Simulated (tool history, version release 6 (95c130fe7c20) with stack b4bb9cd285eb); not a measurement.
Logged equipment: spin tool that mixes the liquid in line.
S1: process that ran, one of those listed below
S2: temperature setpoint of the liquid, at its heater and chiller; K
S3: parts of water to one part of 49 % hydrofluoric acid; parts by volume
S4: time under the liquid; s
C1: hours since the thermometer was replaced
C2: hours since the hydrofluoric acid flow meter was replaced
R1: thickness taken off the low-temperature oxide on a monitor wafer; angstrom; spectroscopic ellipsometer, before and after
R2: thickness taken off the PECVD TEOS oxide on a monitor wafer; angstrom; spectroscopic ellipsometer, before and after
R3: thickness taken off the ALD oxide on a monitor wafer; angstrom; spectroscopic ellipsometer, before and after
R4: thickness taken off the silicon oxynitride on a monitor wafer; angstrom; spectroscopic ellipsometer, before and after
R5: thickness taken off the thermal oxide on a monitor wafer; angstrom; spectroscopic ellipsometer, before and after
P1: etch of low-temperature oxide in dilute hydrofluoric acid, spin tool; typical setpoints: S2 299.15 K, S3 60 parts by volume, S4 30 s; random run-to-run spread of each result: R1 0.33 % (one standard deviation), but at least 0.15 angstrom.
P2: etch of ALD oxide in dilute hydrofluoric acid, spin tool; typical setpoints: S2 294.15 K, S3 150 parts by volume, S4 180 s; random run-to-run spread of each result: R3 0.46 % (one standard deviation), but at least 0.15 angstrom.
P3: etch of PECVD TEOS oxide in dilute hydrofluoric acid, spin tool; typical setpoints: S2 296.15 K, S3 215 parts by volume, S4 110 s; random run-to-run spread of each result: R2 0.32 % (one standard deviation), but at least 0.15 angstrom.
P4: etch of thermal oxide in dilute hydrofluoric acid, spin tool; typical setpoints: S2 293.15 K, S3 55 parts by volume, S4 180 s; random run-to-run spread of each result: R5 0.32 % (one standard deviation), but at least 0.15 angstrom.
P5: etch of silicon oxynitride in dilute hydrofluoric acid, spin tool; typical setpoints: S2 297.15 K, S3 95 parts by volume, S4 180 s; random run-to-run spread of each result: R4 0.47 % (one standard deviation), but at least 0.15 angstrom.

run	hour	S1	S2	S3	S4	C1	C2	R1	R2	R3	R4	R5
1	11.3	P1	299.15	60	30	961.9	419.3	150.830				
2	23.2	P3	296.15	385	110	973.8	431.2		47.623			
3	32.5	P1	295.65	25	30	983.1	440.5	324.910				
4	39.9	P1	299.15	60	30	990.5	447.9	150.670				
5	54.1	P2	299.65	150	180	1004.7	462.1			174.810		
6	63.6	P1	299.15	60	30	1014.2	471.6	150.240				
7	71.3	P1	299.15	60	30	1021.9	479.3	149.170				
8	78.5	P5	297.15	95	180	1029.1	486.5				84.585	
9	91.4	P2	294.15	45	180	1042.0	499.4			533.420		
10	98.2	P1	299.15	60	60	1048.8	506.2	300.370				
11	105.9	P3	303.15	215	110	1056.5	513.9		129.330			
12	119.7	P5	297.15	20	180	1070.3	527.7				425.060	
13	133.0	P2	294.15	150	180	1083.6	541.0			142.640		
14	144.1	P5	301.65	95	180	1094.7	552.1				103.550	
15	157.8	P3	296.15	215	110	1108.4	565.8		100.230			
16	165.9	P1	295.15	60	30	1116.5	573.9	127.370				
17	172.7	P2	294.15	150	180	1123.3	580.7			142.590		
18	186.0	P1	305.65	60	30	1136.6	594.0	193.330				
19	197.7	P5	297.15	95	70	1148.3	605.7				33.132	
20	210.3	P1	299.15	60	30	1160.9	618.3	149.010				
21	224.8	P4	293.15	95	180	1175.4	632.8					76.239
22	239.4	P4	293.15	55	270	1190.0	647.4					205.090
23	251.0	P2	294.15	150	75	1201.6	659.0			59.151		
24	257.9	P1	299.15	60	15	1208.5	665.9	74.256				
25	266.9	P4	293.15	55	180	1217.5	674.9					137.800
26	279.5	P1	299.15	60	30	1230.1	687.5	150.040				
27	291.7	P1	299.15	110	30	1242.3	699.7	76.736				
28	301.5	P5	297.15	95	180	1252.1	709.5				83.841	
29	315.5	P4	290.15	55	180	1266.1	723.5					120.950
30	329.2	P1	299.15	25	30	1279.8	737.2	379.150				
31	338.2	P1	299.15	95	50	1288.8	746.2	150.130				
32	351.5	P1	299.15	60	30	1302.1	759.5	150.410				
33	358.9	P3	296.15	215	185	1309.5	766.9		169.390			
34	365.8	P4	293.15	55	180	1316.4	773.8					137.370
35	379.3	P1	299.15	60	30	1329.9	787.3	149.940				
36	387.3	P1	299.15	60	30	1337.9	795.3	154.460				
37	395.1	P1	299.15	60	30	1345.7	803.1	156.100				
38	402.5	P1	299.15	60	30	1353.1	810.5	157.710				
39	413.8	P1	299.15	60	30	1364.4	821.8	160.110				
40	423.5	P1	299.15	60	30	1374.1	831.5	160.290				
41	434.9	P1	299.15	60	30	1385.5	842.9	160.600				

For run 42, what comes out?
42	442.7	P1	299.15	60	30	1393.3	850.7	?				

Logged for run 42: R1 161.490 angstrom.
